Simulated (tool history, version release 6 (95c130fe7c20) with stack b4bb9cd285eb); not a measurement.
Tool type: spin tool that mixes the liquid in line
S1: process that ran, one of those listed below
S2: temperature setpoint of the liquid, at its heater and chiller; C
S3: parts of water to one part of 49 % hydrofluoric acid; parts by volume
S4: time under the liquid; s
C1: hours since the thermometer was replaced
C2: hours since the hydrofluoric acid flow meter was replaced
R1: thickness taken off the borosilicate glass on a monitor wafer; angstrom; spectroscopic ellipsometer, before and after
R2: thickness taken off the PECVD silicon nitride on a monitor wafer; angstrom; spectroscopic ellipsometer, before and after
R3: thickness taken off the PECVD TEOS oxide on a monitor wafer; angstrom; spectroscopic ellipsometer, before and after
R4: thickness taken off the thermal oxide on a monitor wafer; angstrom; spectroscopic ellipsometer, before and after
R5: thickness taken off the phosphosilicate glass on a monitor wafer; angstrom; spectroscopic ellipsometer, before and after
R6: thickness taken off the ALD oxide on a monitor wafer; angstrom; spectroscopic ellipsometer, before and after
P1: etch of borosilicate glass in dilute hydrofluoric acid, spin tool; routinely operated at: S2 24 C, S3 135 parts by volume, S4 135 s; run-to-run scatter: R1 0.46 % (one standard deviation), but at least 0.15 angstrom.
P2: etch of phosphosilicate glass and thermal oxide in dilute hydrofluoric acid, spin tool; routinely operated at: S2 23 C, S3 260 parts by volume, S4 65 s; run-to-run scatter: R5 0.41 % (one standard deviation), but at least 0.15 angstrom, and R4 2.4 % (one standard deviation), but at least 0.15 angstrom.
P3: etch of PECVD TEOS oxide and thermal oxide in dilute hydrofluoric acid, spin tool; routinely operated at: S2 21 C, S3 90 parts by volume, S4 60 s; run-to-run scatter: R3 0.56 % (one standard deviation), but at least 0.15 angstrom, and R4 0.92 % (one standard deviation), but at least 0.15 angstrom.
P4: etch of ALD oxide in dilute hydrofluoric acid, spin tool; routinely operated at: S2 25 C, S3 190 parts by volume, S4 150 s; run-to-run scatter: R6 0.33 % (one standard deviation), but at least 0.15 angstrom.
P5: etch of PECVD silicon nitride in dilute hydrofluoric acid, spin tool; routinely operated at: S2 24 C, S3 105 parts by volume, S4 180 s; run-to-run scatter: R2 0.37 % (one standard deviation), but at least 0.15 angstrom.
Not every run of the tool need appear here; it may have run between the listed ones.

Run 1, hour 7.7: S1 P1, S2 24 C, S3 135 parts by volume, S4 135 s; C1 819.6; C2 440.5. Result: R1 416.01 angstrom.
Run 2, hour 16.1: S1 P1, S2 30.5 C, S3 135 parts by volume, S4 135 s; C1 828; C2 448.9. Result: R1 529.31 angstrom.
Run 3, hour 21.4: S1 P1, S2 19 C, S3 135 parts by volume, S4 25 s; C1 833.3; C2 454.2. Result: R1 63.229 angstrom.
Run 4, hour 28.4: S1 P1, S2 17 C, S3 135 parts by volume, S4 135 s; C1 840.3; C2 461.2. Result: R1 316.41 angstrom.
Run 5, hour 35.5: S1 P5, S2 24 C, S3 105 parts by volume, S4 180 s; C1 847.4; C2 468.3. Result: R2 94.361 angstrom.
Run 6, hour 46: S1 P1, S2 28 C, S3 135 parts by volume, S4 40 s; C1 857.9; C2 478.8. Result: R1 143.43 angstrom.
Run 7, hour 56.6: S1 P5, S2 24 C, S3 105 parts by volume, S4 15 s; C1 868.5; C2 489.4. Result: R2 7.8149 angstrom.
Run 8, hour 65.1: S1 P3, S2 21 C, S3 135 parts by volume, S4 60 s; C1 877; C2 497.9. Result: R3 89.438 angstrom, R4 18.961 angstrom.
Run 9, hour 73.9: S1 P1, S2 24 C, S3 135 parts by volume, S4 135 s; C1 885.8; C2 506.7. Result: R1 418.98 angstrom.
Run 10, hour 79.5: S1 P1, S2 24 C, S3 135 parts by volume, S4 15 s; C1 891.4; C2 512.3. Result: R1 46.788 angstrom.
Run 11, hour 90.4: S1 P2, S2 23 C, S3 260 parts by volume, S4 65 s; C1 902.3; C2 523.2. Result: R4 9.6465 angstrom, R5 312.48 angstrom.
Run 12, hour 100.4: S1 P5, S2 32 C, S3 105 parts by volume, S4 180 s; C1 912.3; C2 533.2. Result: R2 157.92 angstrom.
Run 13, hour 105.8: S1 P4, S2 25 C, S3 55 parts by volume, S4 150 s; C1 917.7; C2 538.6. Result: R6 304.97 angstrom.
Run 14, hour 116.2: S1 P2, S2 23 C, S3 260 parts by volume, S4 65 s; C1 928.1; C2 549. Result: R4 9.5773 angstrom, R5 309.85 angstrom.
Run 15, hour 127.1: S1 P1, S2 24 C, S3 35 parts by volume, S4 135 s; C1 939; C2 559.9. Result: R1 1824.6 angstrom.
Run 16, hour 136: S1 P4, S2 25 C, S3 190 parts by volume, S4 15 s; C1 947.9; C2 568.8. Result: R6 7.2423 angstrom.
Run 17, hour 143.3: S1 P4, S2 17 C, S3 190 parts by volume, S4 150 s; C1 955.2; C2 576.1. Result: R6 54.898 angstrom.
Run 18, hour 153.1: S1 P3, S2 21 C, S3 90 parts by volume, S4 60 s; C1 965; C2 585.9. Result: R3 140.4 angstrom, R4 29.689 angstrom.
Run 19, hour 165: S1 P3, S2 21 C, S3 90 parts by volume, S4 120 s; C1 976.9; C2 597.8. Result: R3 279.86 angstrom, R4 59.547 angstrom.
Run 20, hour 173.2: S1 P3, S2 21 C, S3 90 parts by volume, S4 60 s; C1 985.1; C2 606. Result: R3 140.89 angstrom, R4 29.604 angstrom.
Run 21, hour 181: S1 P5, S2 24 C, S3 105 parts by volume, S4 180 s; C1 992.9; C2 613.8. Result: R2 94.499 angstrom.
Run 22, hour 189.5: S1 P1, S2 24 C, S3 135 parts by volume, S4 135 s; C1 1001.4; C2 622.3. Result: R1 418.35 angstrom.
Run 23, hour 195.1: S1 P1, S2 24 C, S3 185 parts by volume, S4 135 s; C1 1007; C2 627.9. Result: R1 284.39 angstrom.
Run 24, hour 202.9: S1 P4, S2 25 C, S3 190 parts by volume, S4 150 s; C1 1014.8; C2 635.7. Result: R6 74.418 angstrom.
Run 25, hour 213.7: S1 P1, S2 24 C, S3 245 parts by volume, S4 15 s; C1 1025.6; C2 646.5. Result: R1 23.065 angstrom.
Run 26, hour 219.6: S1 P1, S2 24 C, S3 135 parts by volume, S4 135 s; C1 1031.5; C2 652.4. Result: R1 420.65 angstrom.
Run 27, hour 226.2: S1 P2, S2 17 C, S3 260 parts by volume, S4 65 s; C1 1038.1; C2 659. Result: R4 7.6291 angstrom, R5 249.63 angstrom.
Run 28, hour 232.1: S1 P3, S2 28 C, S3 90 parts by volume, S4 60 s; C1 1044; C2 664.9. Result: R3 186.59 angstrom, R4 38.922 angstrom.
Run 29, hour 242.5: S1 P1, S2 24 C, S3 135 parts by volume, S4 135 s; C1 1054.4; C2 675.3. Result: R1 417.61 angstrom.
Run 30, hour 250.4: S1 P2, S2 23 C, S3 260 parts by volume, S4 100 s; C1 1062.3; C2 683.2. Result: R4 14.875 angstrom, R5 474.21 angstrom.
Run 31, hour 256.4: S1 P5, S2 24 C, S3 40 parts by volume, S4 180 s; C1 1068.3; C2 689.2. Result: R2 244.59 angstrom.
Run 32, hour 264.9: S1 P4, S2 25 C, S3 190 parts by volume, S4 150 s; C1 1076.8; C2 697.7. Result: R6 74.497 angstrom.
Run 33, hour 272.7: S1 P1, S2 24 C, S3 135 parts by volume, S4 215 s; C1 1084.6; C2 705.5. Result: R1 669.16 angstrom.
Run 34, hour 280.2: S1 P2, S2 23 C, S3 130 parts by volume, S4 65 s; C1 1092.1; C2 713. Result: R4 21.781 angstrom, R5 711.96 angstrom.
Run 35, hour 288.4: S1 P1, S2 24 C, S3 135 parts by volume, S4 135 s; C1 1100.3; C2 721.2. Result: R1 419.83 angstrom.
Run 36, hour 299.1: S1 P1, S2 24 C, S3 135 parts by volume, S4 135 s; C1 1111; C2 731.9. Result: R1 402.93 angstrom.
Run 37, hour 309.6: S1 P1, S2 24 C, S3 135 parts by volume, S4 135 s; C1 1121.5; C2 742.4. Result: R1 397.29 angstrom.
Run 38, hour 319: S1 P1, S2 24 C, S3 135 parts by volume, S4 135 s; C1 1130.9; C2 751.8. Result: R1 393.61 angstrom.
Run 39, hour 324.6: S1 P1, S2 24 C, S3 135 parts by volume, S4 135 s; C1 1136.5; C2 757.4. Result: R1 389.48 angstrom.
Run 40, hour 332.6: S1 P1, S2 24 C, S3 135 parts by volume, S4 135 s; C1 1144.5; C2 765.4. Result: R1 394.48 angstrom.
Run 41, hour 344.1: S1 P1, S2 24 C, S3 135 parts by volume, S4 135 s; C1 1156; C2 776.9. Result: R1 390.56 angstrom.
Run 42, hour 355.5: S1 P1, S2 24 C, S3 135 parts by volume, S4 135 s; C1 1167.4; C2 788.3. Result: R1 388 angstrom.

What P1 gives has crept away from where it was. These 2 causes fit the log equally well, each at the size given:
A: liquid colder than its thermometer reads (K) = 1.76
B: hydrofluoric acid flow below the setpoint (%) = 5.73
Creep in the process output first set in at about hour 288.4.

Consider the 4 single-wafer check runs listed below, results given as question marks: which one distinguishes between the causes by giving clearly different results for each?
Run check 1, hour 366.9: S1 P2, S2 23 C, S3 185 parts by volume, S4 65 s. Result: R4 ?, R5 ?.
Run check 2, hour 366.9: S1 P4, S2 17 C, S3 190 parts by volume, S4 150 s. Result: R6 ?.
Run check 3, hour 366.9: S1 P3, S2 27.5 C, S3 90 parts by volume, S4 115 s. Result: R3 ?, R4 ?.
Run check 4, hour 366.9: S1 P5, S2 31.5 C, S3 45 parts by volume, S4 180 s. Result: R2 ?.

Predicted outcomes, by check and by cause:
  check  result    if A    if B
check 1      R4  13.402   13.35
check 1      R5  440.32  438.61
check 2      R6  51.313  51.395
check 3      R3  325.51  326.24
check 3      R4  67.775  67.927
check 4      R2   318.2  336.13
Per-check spread between the two closest causes, in the result where they differ most: check 1 0.39 %; check 2 0.16 %; check 3 0.22 %; check 4 5.48 %
Check 4 distinguishes between the causes, while the remaining checks would return nearly the same result for all of them.

Here is what check 4 returned: R2 319.96 angstrom. Which cause is it?

The correct cause is A, namely: liquid colder than its thermometer reads (K).
